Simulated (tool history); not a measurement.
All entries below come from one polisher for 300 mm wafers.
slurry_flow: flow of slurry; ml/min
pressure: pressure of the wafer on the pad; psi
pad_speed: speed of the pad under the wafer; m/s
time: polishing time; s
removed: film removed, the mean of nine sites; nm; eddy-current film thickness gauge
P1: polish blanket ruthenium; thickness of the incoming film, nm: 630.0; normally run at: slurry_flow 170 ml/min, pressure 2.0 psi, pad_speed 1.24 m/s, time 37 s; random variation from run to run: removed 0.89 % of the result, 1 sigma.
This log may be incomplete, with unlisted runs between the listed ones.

run    day  slurry_flow  pressure  pad_speed  time  removed
  1  0.600          170       2.0       1.24    37   42.618
  2  1.212          170       2.0       1.24    37   43.101
     1.304  -- worn pad replaced by a new one
  3  1.875          170       3.1       1.24    49   86.525
  4  2.275          170       1.0       1.24    37   21.141
  5  2.950          170       2.0       1.24    37   42.796
  6  3.483          170       2.0       1.24    37   42.489
  7  3.988          170       2.0       0.62    37   21.555
  8  4.525          170       2.0       1.24    37   42.297
  9  4.917          170       2.0       1.24    18   20.640
 10  5.358          100       2.0       1.24    37   38.111
 11  5.842          170       2.9       1.24    37   61.366
 12  6.633          170       2.0       1.24    51   59.293
 13  7.371          235       2.0       1.24    37   44.395
 14  8.054          170       2.0       1.62    37   55.731
 15  8.429          170       2.0       1.24    37   42.890

Run 16 has not been measured yet. What should we expect?
 16  8.896          170       2.0       1.24    37        ?

removed: 43.095 nm

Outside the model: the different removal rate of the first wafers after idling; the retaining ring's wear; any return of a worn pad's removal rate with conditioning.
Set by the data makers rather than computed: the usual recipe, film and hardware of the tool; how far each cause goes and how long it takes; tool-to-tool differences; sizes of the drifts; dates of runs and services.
